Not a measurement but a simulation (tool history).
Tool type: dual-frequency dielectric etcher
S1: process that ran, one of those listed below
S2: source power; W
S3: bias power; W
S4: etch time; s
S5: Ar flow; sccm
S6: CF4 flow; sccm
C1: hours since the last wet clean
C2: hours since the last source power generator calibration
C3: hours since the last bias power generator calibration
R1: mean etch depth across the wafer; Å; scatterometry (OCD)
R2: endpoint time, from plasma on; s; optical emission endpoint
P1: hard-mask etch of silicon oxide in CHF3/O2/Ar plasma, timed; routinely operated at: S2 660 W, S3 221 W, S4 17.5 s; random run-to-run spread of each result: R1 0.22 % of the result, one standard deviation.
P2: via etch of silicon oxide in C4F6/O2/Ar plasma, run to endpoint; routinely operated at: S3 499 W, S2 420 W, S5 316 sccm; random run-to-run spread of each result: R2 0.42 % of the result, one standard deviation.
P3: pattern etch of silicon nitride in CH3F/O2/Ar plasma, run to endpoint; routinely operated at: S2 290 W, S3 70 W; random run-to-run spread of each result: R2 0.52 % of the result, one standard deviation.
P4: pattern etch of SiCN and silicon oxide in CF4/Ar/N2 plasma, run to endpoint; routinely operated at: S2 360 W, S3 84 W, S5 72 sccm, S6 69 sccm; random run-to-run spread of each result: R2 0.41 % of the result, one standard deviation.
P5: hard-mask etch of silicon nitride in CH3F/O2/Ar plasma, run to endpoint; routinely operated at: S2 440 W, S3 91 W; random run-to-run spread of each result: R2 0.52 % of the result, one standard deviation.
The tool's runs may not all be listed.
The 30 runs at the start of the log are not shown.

{"run": 31, "hour": 237.1, "S1": "P4", "S2": 360, "S3": 84, "S5": 72, "S6": 87, "C1": 450.9, "C2": 2287.8, "C3": 2551.6, "R2": 19.604}
{"run": 32, "hour": 246.0, "S1": "P1", "S2": 660, "S3": 221, "S4": 17.5, "C1": 459.8, "C2": 2296.7, "C3": 2560.5, "R1": 389.22}
{"run": 33, "hour": 251.4, "S1": "P1", "S2": 660, "S3": 221, "S4": 17.5, "C1": 465.2, "C2": 2302.1, "C3": 2565.9, "R1": 391.46}
{"run": 34, "hour": 261.0, "S1": "P1", "S2": 660, "S3": 221, "S4": 17.5, "C1": 474.8, "C2": 2311.7, "C3": 2575.5, "R1": 392.68}
{"run": 35, "hour": 271.3, "S1": "P1", "S2": 660, "S3": 221, "S4": 17.5, "C1": 485.1, "C2": 2322, "C3": 2585.8, "R1": 393.43}
{"run": 36, "hour": 279.7, "S1": "P1", "S2": 660, "S3": 221, "S4": 17.5, "C1": 493.5, "C2": 2330.4, "C3": 2594.2, "R1": 393.27}
{"run": 37, "hour": 288.0, "S1": "P1", "S2": 660, "S3": 221, "S4": 17.5, "C1": 501.8, "C2": 2338.7, "C3": 2602.5, "R1": 394.42}
{"run": 38, "hour": 293.2, "S1": "P1", "S2": 660, "S3": 221, "S4": 17.5, "C1": 507, "C2": 2343.9, "C3": 2607.7, "R1": 394.36}
{"run": 39, "hour": 299.5, "S1": "P1", "S2": 660, "S3": 221, "S4": 17.5, "C1": 513.3, "C2": 2350.2, "C3": 2614, "R1": 394.41}
{"hour": 301.0, "done": "wet clean of the chamber"}
{"run": 40, "hour": 308.4, "S1": "P1", "S2": 660, "S3": 221, "S4": 17.5, "C1": 7.5, "C2": 2359.1, "C3": 2622.9, "R1": 394.67}

Run 41, settings as shown, results not yet in. Your forecast:
{"run": 41, "hour": 315.9, "S1": "P1", "S2": 660, "S3": 221, "S4": 17.5, "C1": 15, "C2": 2366.6, "C3": 2630.4, "R1": "?"}

Run 41 yielded R1 395.17 Å.

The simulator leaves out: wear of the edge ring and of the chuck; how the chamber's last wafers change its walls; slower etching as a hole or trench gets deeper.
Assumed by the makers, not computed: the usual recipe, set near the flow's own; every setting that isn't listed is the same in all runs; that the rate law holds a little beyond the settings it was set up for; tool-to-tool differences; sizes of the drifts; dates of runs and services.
